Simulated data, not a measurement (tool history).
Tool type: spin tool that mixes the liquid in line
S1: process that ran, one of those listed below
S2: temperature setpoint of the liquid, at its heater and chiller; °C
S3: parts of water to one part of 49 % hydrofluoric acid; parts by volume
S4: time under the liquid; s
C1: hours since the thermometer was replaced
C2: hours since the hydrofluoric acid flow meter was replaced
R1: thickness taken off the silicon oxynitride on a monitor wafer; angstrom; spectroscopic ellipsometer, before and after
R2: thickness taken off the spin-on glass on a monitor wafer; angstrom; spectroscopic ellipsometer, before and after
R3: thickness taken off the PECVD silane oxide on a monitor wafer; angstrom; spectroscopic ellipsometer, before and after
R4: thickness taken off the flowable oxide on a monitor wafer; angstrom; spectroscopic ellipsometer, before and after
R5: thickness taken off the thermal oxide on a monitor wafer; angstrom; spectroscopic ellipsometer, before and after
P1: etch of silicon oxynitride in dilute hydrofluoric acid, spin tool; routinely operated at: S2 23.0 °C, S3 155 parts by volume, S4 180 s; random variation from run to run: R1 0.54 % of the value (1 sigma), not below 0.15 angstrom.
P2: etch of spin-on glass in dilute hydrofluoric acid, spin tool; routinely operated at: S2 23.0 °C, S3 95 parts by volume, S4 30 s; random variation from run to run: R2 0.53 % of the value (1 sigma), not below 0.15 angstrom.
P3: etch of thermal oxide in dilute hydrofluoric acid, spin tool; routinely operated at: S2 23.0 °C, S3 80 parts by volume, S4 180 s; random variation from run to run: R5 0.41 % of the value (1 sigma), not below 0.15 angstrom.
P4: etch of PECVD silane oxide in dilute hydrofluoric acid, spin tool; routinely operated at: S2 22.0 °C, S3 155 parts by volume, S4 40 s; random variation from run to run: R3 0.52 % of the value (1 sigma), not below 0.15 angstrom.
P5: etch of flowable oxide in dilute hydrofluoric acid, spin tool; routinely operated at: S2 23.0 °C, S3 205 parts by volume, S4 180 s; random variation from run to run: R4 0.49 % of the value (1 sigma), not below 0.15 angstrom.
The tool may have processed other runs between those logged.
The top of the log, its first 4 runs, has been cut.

run	hour	S1	S2	S3	S4	C1	C2	R1	R2	R3	R4	R5
5	55.1	P1	23.0	155	180	262.1	970.1	49.049				
6	67.8	P1	23.0	265	180	274.8	982.8	26.419				
7	77.3	P4	17.0	155	40	284.3	992.3			31.101		
8	88.4	P4	22.0	155	40	295.4	1003.4			38.507		
9	100.8	P4	22.0	40	40	307.8	1015.8			171.730		
10	112.0	P5	23.0	370	180	319.0	1027.0				175.13	
11	123.9	P3	23.0	140	180	330.9	1038.9					52.437
12	131.1	P2	17.0	95	30	338.1	1046.1		98.460			
13	139.2	P1	23.0	155	365	346.2	1054.2	99.333				
14	150.4	P3	17.5	80	180	357.4	1065.4					78.152
15	162.0	P5	17.0	205	180	369.0	1077.0				295.30	
16	174.4	P1	17.5	155	180	381.4	1089.4	37.500				
17	180.5	P5	23.0	205	180	387.5	1095.5				370.01	
18	191.6	P1	23.0	155	90	398.6	1106.6	24.289				
19	201.9	P1	17.0	155	330	408.9	1116.9	66.951				
20	209.5	P1	23.0	155	180	416.5	1124.5	48.724				
21	215.5	P3	23.0	80	180	422.5	1130.5					98.408

Run 22 is up next; what results do you expect?
22	227.2	P2	23.0	95	15	434.2	1142.2		?			

Run 22 came out at R2 62.881 angstrom.

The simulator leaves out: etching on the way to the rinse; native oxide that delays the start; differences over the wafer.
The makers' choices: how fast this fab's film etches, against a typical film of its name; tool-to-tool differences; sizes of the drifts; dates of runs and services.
